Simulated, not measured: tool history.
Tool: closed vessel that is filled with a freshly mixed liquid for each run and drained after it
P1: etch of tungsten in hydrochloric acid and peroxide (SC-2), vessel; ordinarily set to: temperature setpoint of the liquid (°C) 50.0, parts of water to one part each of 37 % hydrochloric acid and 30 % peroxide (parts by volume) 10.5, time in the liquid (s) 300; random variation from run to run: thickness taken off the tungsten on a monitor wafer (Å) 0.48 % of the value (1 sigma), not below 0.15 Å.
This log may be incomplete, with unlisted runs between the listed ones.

| run | day | temperature setpoint of the liquid (°C) | parts of water to one part each of 37 % hydrochloric acid and 30 % peroxide (parts by volume) | time in the liquid (s) | hours since the thermometer was replaced | hours since the chemicals flow meter was replaced | hours since the drum of peroxide was connected | thickness taken off the tungsten on a monitor wafer (Å) |
|---|---|---|---|---|---|---|---|---|
| 1 | 0.317 | 50.0 | 10.5 | 300 | 668.3 | 996.9 | 685.0 | 467.96 |
| 2 | 0.762 | 57.5 | 10.5 | 125 | 679.0 | 1007.6 | 695.7 | 319.78 |
| 3 | 1.158 | 64.5 | 10.5 | 300 | 688.5 | 1017.1 | 705.2 | 1174.90 |
| 4 | 1.492 | 50.0 | 10.5 | 300 | 696.5 | 1025.1 | 713.2 | 467.33 |
| 5 | 1.908 | 50.0 | 4.0 | 300 | 706.5 | 1035.1 | 723.2 | 971.86 |
| 6 | 2.242 | 50.0 | 10.5 | 300 | 714.5 | 1043.1 | 731.2 | 470.01 |
| 7 | 2.508 | 50.0 | 18.5 | 300 | 720.9 | 1049.5 | 737.6 | 284.72 |
| 8 | 2.792 | 50.0 | 10.5 | 550 | 727.7 | 1056.3 | 744.4 | 858.42 |
|  | 2.854 | chemicals flow meter replaced |
| 9 | 3.146 | 50.0 | 10.5 | 300 | 736.2 | 7.0 | 752.9 | 464.79 |
| 10 | 3.612 | 50.0 | 10.5 | 70 | 747.4 | 18.2 | 764.1 | 109.20 |
| 11 | 3.854 | 50.0 | 10.5 | 300 | 753.2 | 24.0 | 769.9 | 469.02 |
| 12 | 4.204 | 58.5 | 17.5 | 300 | 761.6 | 32.4 | 778.3 | 520.01 |
| 13 | 4.717 | 38.5 | 10.5 | 300 | 773.9 | 44.7 | 790.6 | 211.18 |
| 14 | 5.129 | 50.0 | 10.5 | 300 | 783.8 | 54.6 | 800.5 | 467.58 |
| 15 | 5.367 | 50.0 | 10.5 | 300 | 789.5 | 60.3 | 806.2 | 463.28 |
| 16 | 5.879 | 50.0 | 10.5 | 300 | 801.8 | 72.6 | 818.5 | 490.10 |

The next listed run, before its measurement:
| 17 | 6.300 | 50.0 | 10.5 | 300 | 811.9 | 82.7 | 828.6 | ? |

{"run 17": {"thickness taken off the tungsten on a monitor wafer (Å)": 498.58}}
